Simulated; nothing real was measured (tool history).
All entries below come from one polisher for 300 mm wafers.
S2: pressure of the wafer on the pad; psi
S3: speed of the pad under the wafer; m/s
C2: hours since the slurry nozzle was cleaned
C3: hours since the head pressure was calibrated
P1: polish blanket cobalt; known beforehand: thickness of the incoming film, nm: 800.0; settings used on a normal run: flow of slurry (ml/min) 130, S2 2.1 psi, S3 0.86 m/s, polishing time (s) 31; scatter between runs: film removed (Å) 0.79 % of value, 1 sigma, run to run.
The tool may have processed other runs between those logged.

Run 1, hour 7.3: flow of slurry (ml/min) 130, S2 2.1 psi, S3 0.86 m/s, polishing time (s) 31; wafers polished on this pad 209; C2 86.3; C3 485.6. Result: film removed (Å) 1616.
Run 2, hour 15.2: flow of slurry (ml/min) 165, S2 2.1 psi, S3 0.86 m/s, polishing time (s) 31; wafers polished on this pad 339; C2 94.2; C3 493.5. Result: film removed (Å) 1691.3.
Run 3, hour 24.9: flow of slurry (ml/min) 130, S2 2.1 psi, S3 0.86 m/s, polishing time (s) 31; wafers polished on this pad 499; C2 103.9; C3 503.2. Result: film removed (Å) 1630.8.
Run 4, hour 32.1: flow of slurry (ml/min) 130, S2 1.5 psi, S3 0.86 m/s, polishing time (s) 31; wafers polished on this pad 617; C2 111.1; C3 510.4. Result: film removed (Å) 1173.6.
Run 5, hour 43.1: flow of slurry (ml/min) 130, S2 2.1 psi, S3 0.86 m/s, polishing time (s) 31; wafers polished on this pad 799; C2 122.1; C3 521.4. Result: film removed (Å) 1627.4.
Run 6, hour 50.7: flow of slurry (ml/min) 130, S2 3.1 psi, S3 0.86 m/s, polishing time (s) 31; wafers polished on this pad 924; C2 129.7; C3 529. Result: film removed (Å) 2406.8.
Run 7, hour 57.9: flow of slurry (ml/min) 130, S2 2.1 psi, S3 0.86 m/s, polishing time (s) 49; wafers polished on this pad 1042; C2 136.9; C3 536.2. Result: film removed (Å) 2572.2.
Run 8, hour 63.5: flow of slurry (ml/min) 130, S2 2.1 psi, S3 0.86 m/s, polishing time (s) 31; wafers polished on this pad 1135; C2 142.5; C3 541.8. Result: film removed (Å) 1613.4.
Run 9, hour 71.2: flow of slurry (ml/min) 130, S2 2.1 psi, S3 0.86 m/s, polishing time (s) 31; wafers polished on this pad 1261; C2 150.2; C3 549.5. Result: film removed (Å) 1632.3.
Run 10, hour 79.2: flow of slurry (ml/min) 130, S2 2.1 psi, S3 0.46 m/s, polishing time (s) 31; wafers polished on this pad 1393; C2 158.2; C3 557.5. Result: film removed (Å) 858.16.
Run 11, hour 87.2: flow of slurry (ml/min) 130, S2 2.1 psi, S3 1.28 m/s, polishing time (s) 31; wafers polished on this pad 1525; C2 166.2; C3 565.5. Result: film removed (Å) 2464.
Run 12, hour 96.7: flow of slurry (ml/min) 130, S2 2.1 psi, S3 0.86 m/s, polishing time (s) 14; wafers polished on this pad 1681; C2 175.7; C3 575. Result: film removed (Å) 744.67.
At hour 97.5: slurry nozzle cleaned.
Run 13, hour 107.4: flow of slurry (ml/min) 130, S2 2.1 psi, S3 0.86 m/s, polishing time (s) 31; wafers polished on this pad 1858; C2 10; C3 585.7. Result: film removed (Å) 1642.

What does the tool deliver on the next run?
Run 14, hour 118.6: flow of slurry (ml/min) 85, S2 2.1 psi, S3 0.86 m/s, polishing time (s) 31; wafers polished on this pad 2042; C2 21.2; C3 596.9. Result: film removed (Å) ?.

{"run 14": {"film removed (Å)": 1495.9}}

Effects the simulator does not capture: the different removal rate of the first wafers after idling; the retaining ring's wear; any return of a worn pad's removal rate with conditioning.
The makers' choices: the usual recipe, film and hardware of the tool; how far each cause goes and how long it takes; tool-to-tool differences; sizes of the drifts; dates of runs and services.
